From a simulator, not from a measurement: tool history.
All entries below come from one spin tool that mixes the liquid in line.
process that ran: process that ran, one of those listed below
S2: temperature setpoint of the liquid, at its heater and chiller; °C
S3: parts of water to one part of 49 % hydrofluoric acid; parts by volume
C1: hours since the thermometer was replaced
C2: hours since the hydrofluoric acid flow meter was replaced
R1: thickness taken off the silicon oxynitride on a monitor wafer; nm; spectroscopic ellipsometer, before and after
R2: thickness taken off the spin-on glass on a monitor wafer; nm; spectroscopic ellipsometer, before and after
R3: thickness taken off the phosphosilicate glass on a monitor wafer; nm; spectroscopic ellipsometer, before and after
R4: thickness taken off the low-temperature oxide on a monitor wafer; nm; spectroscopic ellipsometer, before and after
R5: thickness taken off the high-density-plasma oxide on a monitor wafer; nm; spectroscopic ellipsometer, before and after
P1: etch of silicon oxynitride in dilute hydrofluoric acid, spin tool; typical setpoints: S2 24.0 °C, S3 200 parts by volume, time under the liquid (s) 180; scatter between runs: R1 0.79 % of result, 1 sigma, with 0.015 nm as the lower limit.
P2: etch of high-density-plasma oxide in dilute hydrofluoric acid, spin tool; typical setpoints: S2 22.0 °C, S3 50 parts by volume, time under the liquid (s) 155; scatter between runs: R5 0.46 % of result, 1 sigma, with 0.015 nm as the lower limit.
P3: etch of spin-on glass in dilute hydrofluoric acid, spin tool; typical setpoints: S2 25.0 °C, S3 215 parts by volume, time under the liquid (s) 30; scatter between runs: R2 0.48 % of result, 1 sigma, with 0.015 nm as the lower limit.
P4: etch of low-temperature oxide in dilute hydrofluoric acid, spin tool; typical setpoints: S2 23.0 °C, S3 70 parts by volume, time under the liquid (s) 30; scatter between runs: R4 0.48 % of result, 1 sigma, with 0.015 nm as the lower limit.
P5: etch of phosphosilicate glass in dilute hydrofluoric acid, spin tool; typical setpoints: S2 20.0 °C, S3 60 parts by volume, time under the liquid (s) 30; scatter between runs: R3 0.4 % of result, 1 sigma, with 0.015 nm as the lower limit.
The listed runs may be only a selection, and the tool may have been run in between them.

{"run": 1, "hour": 8.8, "process that ran": "P1", "S2": 24.0, "S3": 200, "time under the liquid (s)": 180, "C1": 202.1, "C2": 579.8, "R1": 2.8064}
{"run": 2, "hour": 16.5, "process that ran": "P3", "S2": 25.0, "S3": 215, "time under the liquid (s)": 15, "C1": 209.8, "C2": 587.5, "R2": 2.7705}
{"run": 3, "hour": 23.5, "process that ran": "P5", "S2": 20.0, "S3": 95, "time under the liquid (s)": 30, "C1": 216.8, "C2": 594.5, "R3": 19.459}
{"run": 4, "hour": 34.7, "process that ran": "P4", "S2": 23.0, "S3": 35, "time under the liquid (s)": 30, "C1": 228.0, "C2": 605.7, "R4": 18.575}
{"run": 5, "hour": 47.5, "process that ran": "P2", "S2": 22.0, "S3": 50, "time under the liquid (s)": 155, "C1": 240.8, "C2": 618.5, "R5": 20.548}
{"run": 6, "hour": 59.1, "process that ran": "P4", "S2": 17.0, "S3": 70, "time under the liquid (s)": 30, "C1": 252.4, "C2": 630.1, "R4": 6.9619}
{"run": 7, "hour": 74.1, "process that ran": "P5", "S2": 20.0, "S3": 60, "time under the liquid (s)": 50, "C1": 267.4, "C2": 645.1, "R3": 53.331}
{"run": 8, "hour": 84.4, "process that ran": "P2", "S2": 22.0, "S3": 50, "time under the liquid (s)": 155, "C1": 277.7, "C2": 655.4, "R5": 20.613}
{"run": 9, "hour": 95.6, "process that ran": "P1", "S2": 24.0, "S3": 200, "time under the liquid (s)": 180, "C1": 288.9, "C2": 666.6, "R1": 2.7931}
{"hour": 106.0, "done": "thermometer replaced"}
{"run": 10, "hour": 109.1, "process that ran": "P1", "S2": 24.0, "S3": 200, "time under the liquid (s)": 180, "C1": 3.2, "C2": 680.1, "R1": 2.7754}
{"run": 11, "hour": 118.3, "process that ran": "P1", "S2": 24.0, "S3": 335, "time under the liquid (s)": 180, "C1": 12.4, "C2": 689.3, "R1": 1.5196}
{"run": 12, "hour": 132.9, "process that ran": "P1", "S2": 24.0, "S3": 200, "time under the liquid (s)": 180, "C1": 27.0, "C2": 703.9, "R1": 2.8142}
{"run": 13, "hour": 141.8, "process that ran": "P3", "S2": 25.0, "S3": 215, "time under the liquid (s)": 30, "C1": 35.9, "C2": 712.8, "R2": 5.5213}
{"run": 14, "hour": 155.2, "process that ran": "P4", "S2": 23.0, "S3": 70, "time under the liquid (s)": 55, "C1": 49.3, "C2": 726.2, "R4": 16.471}
{"run": 15, "hour": 162.3, "process that ran": "P3", "S2": 25.0, "S3": 390, "time under the liquid (s)": 30, "C1": 56.4, "C2": 733.3, "R2": 2.5815}
{"run": 16, "hour": 171.9, "process that ran": "P1", "S2": 17.0, "S3": 200, "time under the liquid (s)": 180, "C1": 66.0, "C2": 742.9, "R1": 2.0276}
{"run": 17, "hour": 179.6, "process that ran": "P4", "S2": 23.0, "S3": 70, "time under the liquid (s)": 30, "C1": 73.7, "C2": 750.6, "R4": 8.9788}
{"run": 18, "hour": 191.7, "process that ran": "P1", "S2": 28.0, "S3": 200, "time under the liquid (s)": 295, "C1": 85.8, "C2": 762.7, "R1": 5.4302}
{"run": 19, "hour": 203.0, "process that ran": "P1", "S2": 30.0, "S3": 200, "time under the liquid (s)": 180, "C1": 97.1, "C2": 774.0, "R1": 3.6044}
{"run": 20, "hour": 218.1, "process that ran": "P1", "S2": 24.0, "S3": 60, "time under the liquid (s)": 180, "C1": 112.2, "C2": 789.1, "R1": 10.34}
{"run": 21, "hour": 230.7, "process that ran": "P5", "S2": 27.5, "S3": 60, "time under the liquid (s)": 30, "C1": 124.8, "C2": 801.7, "R3": 43.246}
{"run": 22, "hour": 242.8, "process that ran": "P1", "S2": 24.0, "S3": 200, "time under the liquid (s)": 180, "C1": 136.9, "C2": 813.8, "R1": 2.8249}
{"run": 23, "hour": 258.4, "process that ran": "P3", "S2": 25.0, "S3": 215, "time under the liquid (s)": 30, "C1": 152.5, "C2": 829.4, "R2": 5.5298}
{"run": 24, "hour": 272.8, "process that ran": "P1", "S2": 24.0, "S3": 200, "time under the liquid (s)": 285, "C1": 166.9, "C2": 843.8, "R1": 4.4666}
{"run": 25, "hour": 280.8, "process that ran": "P2", "S2": 22.0, "S3": 50, "time under the liquid (s)": 15, "C1": 174.9, "C2": 851.8, "R5": 2.015}
{"run": 26, "hour": 292.9, "process that ran": "P1", "S2": 24.0, "S3": 200, "time under the liquid (s)": 180, "C1": 187.0, "C2": 863.9, "R1": 2.7934}
{"run": 27, "hour": 300.4, "process that ran": "P5", "S2": 20.0, "S3": 60, "time under the liquid (s)": 30, "C1": 194.5, "C2": 871.4, "R3": 32.008}
{"run": 28, "hour": 315.2, "process that ran": "P3", "S2": 31.5, "S3": 215, "time under the liquid (s)": 30, "C1": 209.3, "C2": 886.2, "R2": 6.9194}
{"run": 29, "hour": 328.4, "process that ran": "P1", "S2": 24.0, "S3": 200, "time under the liquid (s)": 85, "C1": 222.5, "C2": 899.4, "R1": 1.308}
{"run": 30, "hour": 340.7, "process that ran": "P2", "S2": 22.0, "S3": 20, "time under the liquid (s)": 155, "C1": 234.8, "C2": 911.7, "R5": 53.503}
{"run": 31, "hour": 351.5, "process that ran": "P2", "S2": 17.0, "S3": 50, "time under the liquid (s)": 155, "C1": 245.6, "C2": 922.5, "R5": 16.637}
{"run": 32, "hour": 360.6, "process that ran": "P1", "S2": 19.0, "S3": 335, "time under the liquid (s)": 180, "C1": 254.7, "C2": 931.6, "R1": 1.2175}
{"run": 33, "hour": 376.2, "process that ran": "P1", "S2": 24.0, "S3": 200, "time under the liquid (s)": 180, "C1": 270.3, "C2": 947.2, "R1": 2.8046}
{"run": 34, "hour": 390.1, "process that ran": "P1", "S2": 24.0, "S3": 200, "time under the liquid (s)": 180, "C1": 284.2, "C2": 961.1, "R1": 2.8533}
{"run": 35, "hour": 402.7, "process that ran": "P1", "S2": 24.0, "S3": 200, "time under the liquid (s)": 180, "C1": 296.8, "C2": 973.7, "R1": 2.8678}

Run 36 has not been measured yet. What should we expect?
{"run": 36, "hour": 413.3, "process that ran": "P1", "S2": 24.0, "S3": 200, "time under the liquid (s)": 180, "C1": 307.4, "C2": 984.3, "R1": "?"}

R1: 2.9104 nm

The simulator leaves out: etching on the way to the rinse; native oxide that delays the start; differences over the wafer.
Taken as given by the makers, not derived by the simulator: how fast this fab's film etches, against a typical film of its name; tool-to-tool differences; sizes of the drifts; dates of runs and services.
